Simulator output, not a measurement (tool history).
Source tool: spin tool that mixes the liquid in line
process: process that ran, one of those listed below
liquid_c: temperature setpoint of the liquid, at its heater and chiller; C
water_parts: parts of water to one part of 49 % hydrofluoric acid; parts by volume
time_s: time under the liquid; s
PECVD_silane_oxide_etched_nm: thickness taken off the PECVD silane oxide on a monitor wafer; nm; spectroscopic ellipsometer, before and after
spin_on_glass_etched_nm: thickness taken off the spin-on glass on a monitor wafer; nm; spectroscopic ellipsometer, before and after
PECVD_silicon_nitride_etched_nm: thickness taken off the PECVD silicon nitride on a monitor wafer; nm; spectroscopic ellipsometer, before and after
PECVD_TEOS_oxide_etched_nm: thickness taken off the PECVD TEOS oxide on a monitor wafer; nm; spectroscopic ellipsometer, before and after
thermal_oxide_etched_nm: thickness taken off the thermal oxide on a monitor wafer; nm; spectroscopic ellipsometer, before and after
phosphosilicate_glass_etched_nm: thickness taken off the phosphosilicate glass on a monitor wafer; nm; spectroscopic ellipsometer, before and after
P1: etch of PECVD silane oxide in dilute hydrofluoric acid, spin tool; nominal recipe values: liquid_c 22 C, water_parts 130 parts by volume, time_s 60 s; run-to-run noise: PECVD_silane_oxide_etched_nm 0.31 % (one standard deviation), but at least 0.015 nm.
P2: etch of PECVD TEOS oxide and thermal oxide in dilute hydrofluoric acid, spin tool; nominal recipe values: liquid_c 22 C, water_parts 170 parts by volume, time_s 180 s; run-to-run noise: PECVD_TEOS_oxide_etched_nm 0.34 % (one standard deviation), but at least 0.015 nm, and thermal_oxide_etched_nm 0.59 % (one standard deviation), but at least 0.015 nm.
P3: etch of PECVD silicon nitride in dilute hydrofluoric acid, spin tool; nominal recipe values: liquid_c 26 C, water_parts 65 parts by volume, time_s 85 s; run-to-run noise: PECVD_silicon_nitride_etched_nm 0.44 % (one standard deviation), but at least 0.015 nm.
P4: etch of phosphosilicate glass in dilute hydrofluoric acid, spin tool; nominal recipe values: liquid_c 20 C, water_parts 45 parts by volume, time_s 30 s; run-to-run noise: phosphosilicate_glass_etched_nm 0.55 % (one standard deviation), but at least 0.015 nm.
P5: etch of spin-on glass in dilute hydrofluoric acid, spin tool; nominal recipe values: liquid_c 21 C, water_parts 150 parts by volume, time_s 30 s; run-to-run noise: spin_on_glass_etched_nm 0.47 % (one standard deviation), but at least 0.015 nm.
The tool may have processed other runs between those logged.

run   hour  process  liquid_c  water_parts  time_s  PECVD_silane_oxide_etched_nm  spin_on_glass_etched_nm  PECVD_silicon_nitride_etched_nm  PECVD_TEOS_oxide_etched_nm  thermal_oxide_etched_nm  phosphosilicate_glass_etched_nm
  1    8.9       P1        22          130      60                        6.7161
  2   21.2       P5        21          210      30                                                 4.6911
  3   31.9       P3        26           65      85                                                                                  8.3252
  4   41.9       P3        26           65     135                                                                                  13.175
  5   56.8       P3      19.5           65      85                                                                                  5.3505
  6   64.4       P2      28.5          170     180                                                                                                              12.937                   5.5946
  7   74.4       P1        17          130      60                        5.5196
  8   87.4       P5        21          150      50                                                 11.762
  9   99.1       P5        21          150      30                                                 7.0376
     107.7  -- thermometer replaced
 10  111.6       P4        20           45      30                                                                                                                                                                        78.768
 11  125.2       P1        22          130      35                        3.9181
 12  134.6       P1        22          130      60                        6.7505
 13  142.7       P3        26          110      85                                                                                  4.9616
 14  154.7       P1        22          130     115                        12.809
 15  165.5       P1        22           35      60                         27.99
 16  173.4       P1        22          185      60                         4.466
 17  185.9       P1        22          130      60                        6.7428
 18  199.9       P1        22          130      60                        6.7316
 19  209.3       P2        22          170     305                                                                                                              17.207                   7.4169
 20  217.8       P1      28.5          130      60                        8.5381
 21  232.6       P2        22          170     180                                                                                                              10.166                   4.3696
 22    240       P4        20           60      30                                                                                                                                                                        58.383
 23  247.5       P5        17          150      30                                                 5.9682
 24  261.9       P2        22          170     180                                                                                                              10.194                   4.4311
 25  269.4       P2        22           45     180                                                                                                              44.465                   19.281
 26  276.6       P4        20           45      15                                                                                                                                                                        40.008
 27  289.6       P1        22          130      60                        6.7182
 28  299.9       P1        29          130     110                        16.104
 29  312.7       P4        20           45      30                                                                                                                                                                        78.322
 30    324       P4      25.5           45      30                                                                                                                                                                        98.316
 31  338.7       P1        22          130      60                          6.69
 32  347.2       P1        22          130      60                        6.8393
 33    357       P1        22          130      60                        6.9691
 34  364.5       P1        22          130      60                        7.0834
 35  375.2       P1        22          130      60                        7.1095
 36  388.9       P1        22          130      60                        7.1706
 37  398.5       P1        22          130      60                        7.2133
 38  405.8       P1        22          130      60                        7.1945
 39  413.3       P1        22          130      60                        7.2137
 40    421       P1        22          130      60                        7.2411
 41  433.3       P1        22          130      60                        7.1909

What P1 gives has crept away from where it was. These 2 causes fit the log equally well, each at the size given:
A: hydrofluoric acid flow above the setpoint (%) = 6.44
B: liquid hotter than its thermometer reads (K) = 1.82
Creep in the process output first set in at about hour 338.7.

Which of the 4 check runs listed below separates the causes, so that each cause would produce a clearly different result? Each run uses one wafer, and its results are marked with question marks.
check 1  445.6       P3        26           65      85                                                                                       ?
check 2  445.6       P4        20           45      30                                                                                                                                                                             ?
check 3  445.6       P2        22          170     180                                                                                                                   ?                        ?
check 4  445.6       P5        21          150      30                                                      ?

Check results expected under each cause:
  check                           result    if A    if B
check 1  PECVD_silicon_nitride_etched_nm  8.8264  9.3502
check 2  phosphosilicate_glass_etched_nm  84.298  85.265
check 3       PECVD_TEOS_oxide_etched_nm  10.942  10.898
check 3          thermal_oxide_etched_nm  4.7466  4.7275
check 4          spin_on_glass_etched_nm  7.5359  7.5275
Per check, the gap between the least separated pair of causes, taken in the result that splits them most: check 1 5.77 %; check 2 1.14 %; check 3 0.4 %; check 4 0.11 %
The other checks would show nearly matching results whichever cause is true, so check 1 is the only one that separates the causes.

Check 1 was carried out, with these results: PECVD_silicon_nitride_etched_nm 8.7621 nm. Which of the listed causes is responsible?

Of the candidate causes, it is A: hydrofluoric acid flow above the setpoint (%).
